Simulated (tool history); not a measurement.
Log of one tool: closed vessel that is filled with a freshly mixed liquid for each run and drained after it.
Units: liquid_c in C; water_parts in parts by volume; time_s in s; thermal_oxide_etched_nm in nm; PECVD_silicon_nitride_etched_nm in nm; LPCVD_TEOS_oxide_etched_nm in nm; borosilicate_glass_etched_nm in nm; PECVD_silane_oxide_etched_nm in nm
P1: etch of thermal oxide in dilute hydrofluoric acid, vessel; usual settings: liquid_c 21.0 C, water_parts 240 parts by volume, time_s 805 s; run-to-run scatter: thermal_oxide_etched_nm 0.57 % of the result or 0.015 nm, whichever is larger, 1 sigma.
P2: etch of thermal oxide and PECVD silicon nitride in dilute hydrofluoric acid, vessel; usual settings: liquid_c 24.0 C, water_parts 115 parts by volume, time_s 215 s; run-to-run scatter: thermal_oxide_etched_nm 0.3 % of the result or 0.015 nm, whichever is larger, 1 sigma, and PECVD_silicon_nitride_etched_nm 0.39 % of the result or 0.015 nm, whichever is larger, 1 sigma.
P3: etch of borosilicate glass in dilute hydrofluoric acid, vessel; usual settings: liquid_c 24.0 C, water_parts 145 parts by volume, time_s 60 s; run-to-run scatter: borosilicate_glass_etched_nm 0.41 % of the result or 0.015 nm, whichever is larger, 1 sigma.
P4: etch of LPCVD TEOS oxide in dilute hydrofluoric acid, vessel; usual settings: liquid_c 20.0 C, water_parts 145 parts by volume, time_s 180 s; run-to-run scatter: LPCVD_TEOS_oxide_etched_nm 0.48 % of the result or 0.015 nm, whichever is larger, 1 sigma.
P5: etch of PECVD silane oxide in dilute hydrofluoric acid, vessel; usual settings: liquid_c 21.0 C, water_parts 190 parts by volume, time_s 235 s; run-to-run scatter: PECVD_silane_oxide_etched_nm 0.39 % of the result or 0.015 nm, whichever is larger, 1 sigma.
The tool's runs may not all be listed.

run,hour,process,liquid_c,water_parts,time_s,thermal_oxide_etched_nm,PECVD_silicon_nitride_etched_nm,LPCVD_TEOS_oxide_etched_nm,borosilicate_glass_etched_nm,PECVD_silane_oxide_etched_nm
1,7.3,P1,21.0,240,805,11.9870,,,,
2,13.2,P1,27.0,240,805,14.9090,,,,
3,18.5,P1,21.0,240,805,12.0850,,,,
4,23.2,P1,21.0,240,805,11.9890,,,,
5,29.0,P2,24.0,160,215,5.7148,4.0068,,,
6,35.2,P1,21.0,240,805,12.0450,,,,
7,38.6,P4,20.0,145,180,,,40.862,,
8,43.7,P2,24.0,115,215,8.3254,5.5806,,,
9,49.4,P1,21.0,240,805,11.9800,,,,
10,52.7,P3,24.0,225,60,,,,9.1916,
11,59.2,P1,21.0,240,805,12.1120,,,,
12,66.2,P3,29.0,145,60,,,,18.9160,
13,72.7,P1,21.0,240,320,4.7855,,,,
14,78.6,P5,21.0,190,235,,,,,31.421
15,84.1,P3,24.0,145,60,,,,15.6850,
16,90.0,P5,21.0,190,235,,,,,31.489
17,94.5,P2,31.0,115,215,10.8360,8.7752,,,
18,99.8,P4,20.0,145,180,,,40.855,,
19,106.1,P1,17.0,240,805,10.3360,,,,
20,111.5,P2,24.0,115,40,1.5617,1.0422,,,
21,115.9,P3,24.0,145,85,,,,22.1950,
22,120.3,P5,21.0,345,235,,,,,14.874
23,127.3,P4,20.0,85,180,,,73.818,,
24,130.9,P1,21.0,350,805,7.4900,,,,
25,134.5,P4,20.0,145,50,,,11.298,,
26,139.1,P1,21.0,150,805,21.1420,,,,
27,144.9,P1,28.5,135,805,31.7650,,,,
28,150.1,P4,27.5,145,180,,,54.643,,
29,155.1,P5,21.0,190,375,,,,,50.078
30,160.3,P1,21.0,240,1375,20.3130,,,,
31,167.0,P5,25.0,190,235,,,,,36.461
32,173.0,P1,21.0,240,805,11.9450,,,,
33,180.3,P1,21.0,240,805,11.4480,,,,
34,183.6,P1,21.0,240,805,11.4990,,,,
35,189.4,P1,21.0,240,805,11.2220,,,,
36,196.0,P1,21.0,240,805,11.3160,,,,
37,201.1,P1,21.0,240,805,11.1500,,,,
38,205.8,P1,21.0,240,805,11.1420,,,,
39,210.6,P1,21.0,240,805,11.0560,,,,
40,217.8,P1,21.0,240,805,11.0290,,,,

What P1 gives has crept away from where it was. These 2 causes fit the log equally well, each at the size given:
A: liquid colder than its thermometer reads (K) = 2.29
B: hydrofluoric acid flow below the setpoint (%) = 6.76
The creep began at about hour 173.0.

4 check runs are offered, one wafer each, their results left as question marks. Which one tells the causes apart?
check 1,225.0,P3,24.0,205,60,,,,?,
check 2,225.0,P4,27.0,145,180,,,?,,
check 3,225.0,P5,21.0,265,235,,,,,?
check 4,225.0,P2,29.0,115,215,?,?,,,

What each check would give under each cause:
check,result,if A,if B
check 1,borosilicate_glass_etched_nm,9.4906,9.4877
check 2,LPCVD_TEOS_oxide_etched_nm,48.975,49.141
check 3,PECVD_silane_oxide_etched_nm,19.173,19.124
check 4,thermal_oxide_etched_nm,9.2942,9.3438
check 4,PECVD_silicon_nitride_etched_nm,6.6739,7.1919
How far apart the two closest causes lie, in the result that separates them most: check 1 0.03 %; check 2 0.34 %; check 3 0.25 %; check 4 7.48 %
Check 4 tells the causes apart: in the others they would give nearly the same result.

Then check 4 was run and gave: thermal_oxide_etched_nm 9.3676 nm; PECVD_silicon_nitride_etched_nm 7.2010 nm. Which cause is it?

It is B: hydrofluoric acid flow below the setpoint (%).

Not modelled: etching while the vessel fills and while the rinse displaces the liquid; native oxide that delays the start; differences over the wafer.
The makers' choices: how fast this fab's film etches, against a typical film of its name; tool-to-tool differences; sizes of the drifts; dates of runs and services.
